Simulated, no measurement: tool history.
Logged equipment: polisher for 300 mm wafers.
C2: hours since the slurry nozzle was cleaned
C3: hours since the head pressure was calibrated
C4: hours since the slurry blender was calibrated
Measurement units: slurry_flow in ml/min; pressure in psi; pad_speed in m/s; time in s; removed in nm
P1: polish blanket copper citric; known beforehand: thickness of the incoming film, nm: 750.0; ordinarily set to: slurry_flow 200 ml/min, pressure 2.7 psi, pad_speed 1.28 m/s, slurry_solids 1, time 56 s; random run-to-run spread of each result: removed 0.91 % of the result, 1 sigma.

{"run": 1, "hour": 7.0, "slurry_flow": 200, "pressure": 2.7, "pad_speed": 1.28, "slurry_solids": 1, "time": 56, "wafers polished on this pad": 637, "C2": 169.7, "C3": 342.6, "C4": 219.7, "removed": 149.46}
{"run": 2, "hour": 13.6, "slurry_flow": 200, "pressure": 2.7, "pad_speed": 1.28, "slurry_solids": 1, "time": 56, "wafers polished on this pad": 712, "C2": 176.3, "C3": 349.2, "C4": 226.3, "removed": 150.45}
{"hour": 16.3, "done": "worn pad replaced by a new one"}
{"hour": 19.6, "done": "slurry blender recalibrated"}
{"run": 3, "hour": 22.0, "slurry_flow": 200, "pressure": 4.1, "pad_speed": 1.28, "slurry_solids": 1, "time": 56, "wafers polished on this pad": 65, "C2": 184.7, "C3": 357.6, "C4": 2.5, "removed": 220.35}
{"run": 4, "hour": 30.2, "slurry_flow": 285, "pressure": 2.7, "pad_speed": 1.28, "slurry_solids": 1, "time": 56, "wafers polished on this pad": 158, "C2": 192.9, "C3": 365.8, "C4": 10.7, "removed": 155.71}
{"run": 5, "hour": 36.4, "slurry_flow": 200, "pressure": 2.7, "pad_speed": 1.28, "slurry_solids": 1, "time": 83, "wafers polished on this pad": 228, "C2": 199.1, "C3": 372, "C4": 16.9, "removed": 217.89}
{"run": 6, "hour": 45.0, "slurry_flow": 200, "pressure": 2.7, "pad_speed": 1.28, "slurry_solids": 1, "time": 25, "wafers polished on this pad": 326, "C2": 207.7, "C3": 380.6, "C4": 25.5, "removed": 66.02}
{"run": 7, "hour": 49.5, "slurry_flow": 200, "pressure": 2.7, "pad_speed": 1.28, "slurry_solids": 1, "time": 56, "wafers polished on this pad": 377, "C2": 212.2, "C3": 385.1, "C4": 30, "removed": 146.95}
{"hour": 55.2, "done": "head pressure recalibrated"}
{"run": 8, "hour": 57.1, "slurry_flow": 200, "pressure": 2.7, "pad_speed": 1.28, "slurry_solids": 0.5, "time": 56, "wafers polished on this pad": 463, "C2": 219.8, "C3": 2, "C4": 37.6, "removed": 128.96}
{"run": 9, "hour": 62.6, "slurry_flow": 200, "pressure": 2.7, "pad_speed": 1.28, "slurry_solids": 1, "time": 56, "wafers polished on this pad": 525, "C2": 225.3, "C3": 7.5, "C4": 43.1, "removed": 147.52}
{"run": 10, "hour": 69.9, "slurry_flow": 200, "pressure": 2.7, "pad_speed": 1.28, "slurry_solids": 1, "time": 56, "wafers polished on this pad": 608, "C2": 232.6, "C3": 14.8, "C4": 50.4, "removed": 147.61}
{"run": 11, "hour": 75.7, "slurry_flow": 305, "pressure": 1.7, "pad_speed": 1.28, "slurry_solids": 1, "time": 56, "wafers polished on this pad": 674, "C2": 238.4, "C3": 20.6, "C4": 56.2, "removed": 99.153}
{"run": 12, "hour": 82.0, "slurry_flow": 200, "pressure": 2.7, "pad_speed": 1.28, "slurry_solids": 0.55, "time": 37, "wafers polished on this pad": 745, "C2": 244.7, "C3": 26.9, "C4": 62.5, "removed": 87.211}
{"run": 13, "hour": 86.2, "slurry_flow": 200, "pressure": 2.7, "pad_speed": 1.28, "slurry_solids": 1.45, "time": 56, "wafers polished on this pad": 793, "C2": 248.9, "C3": 31.1, "C4": 66.7, "removed": 161.71}
{"run": 14, "hour": 92.1, "slurry_flow": 200, "pressure": 2.7, "pad_speed": 1.98, "slurry_solids": 1, "time": 56, "wafers polished on this pad": 860, "C2": 254.8, "C3": 37, "C4": 72.6, "removed": 228.91}
{"run": 15, "hour": 101.4, "slurry_flow": 200, "pressure": 1.5, "pad_speed": 1.28, "slurry_solids": 1, "time": 56, "wafers polished on this pad": 965, "C2": 264.1, "C3": 46.3, "C4": 81.9, "removed": 84.669}
{"run": 16, "hour": 108.2, "slurry_flow": 200, "pressure": 2.7, "pad_speed": 0.6, "slurry_solids": 1, "time": 56, "wafers polished on this pad": 1042, "C2": 270.9, "C3": 53.1, "C4": 88.7, "removed": 72.311}
{"run": 17, "hour": 115.4, "slurry_flow": 120, "pressure": 2.7, "pad_speed": 1.28, "slurry_solids": 1, "time": 56, "wafers polished on this pad": 1124, "C2": 278.1, "C3": 60.3, "C4": 95.9, "removed": 136.01}
{"run": 18, "hour": 122.1, "slurry_flow": 200, "pressure": 2.7, "pad_speed": 1.28, "slurry_solids": 1, "time": 56, "wafers polished on this pad": 1200, "C2": 284.8, "C3": 67, "C4": 102.6, "removed": 150.14}
{"run": 19, "hour": 128.3, "slurry_flow": 200, "pressure": 2.7, "pad_speed": 1.28, "slurry_solids": 1, "time": 56, "wafers polished on this pad": 1270, "C2": 291, "C3": 73.2, "C4": 108.8, "removed": 147.64}
{"run": 20, "hour": 133.7, "slurry_flow": 200, "pressure": 2.7, "pad_speed": 1.28, "slurry_solids": 1, "time": 56, "wafers polished on this pad": 1331, "C2": 296.4, "C3": 78.6, "C4": 114.2, "removed": 146.86}
{"run": 21, "hour": 139.9, "slurry_flow": 200, "pressure": 2.7, "pad_speed": 1.28, "slurry_solids": 1, "time": 56, "wafers polished on this pad": 1402, "C2": 302.6, "C3": 84.8, "C4": 120.4, "removed": 145.94}
{"run": 22, "hour": 148.1, "slurry_flow": 200, "pressure": 2.7, "pad_speed": 1.28, "slurry_solids": 1, "time": 56, "wafers polished on this pad": 1494, "C2": 310.8, "C3": 93, "C4": 128.6, "removed": 144.5}
{"hour": 153.8, "done": "worn pad replaced by a new one"}
{"run": 23, "hour": 153.8, "slurry_flow": 200, "pressure": 2.7, "pad_speed": 1.28, "slurry_solids": 1, "time": 56, "wafers polished on this pad": 0, "C2": 316.5, "C3": 98.7, "C4": 134.3, "removed": 140.4}
{"run": 24, "hour": 161.4, "slurry_flow": 200, "pressure": 2.7, "pad_speed": 1.28, "slurry_solids": 1, "time": 56, "wafers polished on this pad": 86, "C2": 324.1, "C3": 106.3, "C4": 141.9, "removed": 142.63}
{"hour": 165.0, "done": "slurry blender recalibrated"}
{"run": 25, "hour": 168.8, "slurry_flow": 200, "pressure": 2.7, "pad_speed": 1.28, "slurry_solids": 1, "time": 56, "wafers polished on this pad": 170, "C2": 331.5, "C3": 113.7, "C4": 3.8, "removed": 139.39}
{"run": 26, "hour": 177.4, "slurry_flow": 200, "pressure": 2.7, "pad_speed": 1.28, "slurry_solids": 1, "time": 56, "wafers polished on this pad": 268, "C2": 340.1, "C3": 122.3, "C4": 12.4, "removed": 142.64}

Predict the results of run 27:
{"run": 27, "hour": 186.4, "slurry_flow": 200, "pressure": 2.7, "pad_speed": 1.28, "slurry_solids": 1, "time": 56, "wafers polished on this pad": 370, "C2": 349.1, "C3": 131.3, "C4": 21.4, "removed": "?"}

{"run 27": {"removed": 137.63}}
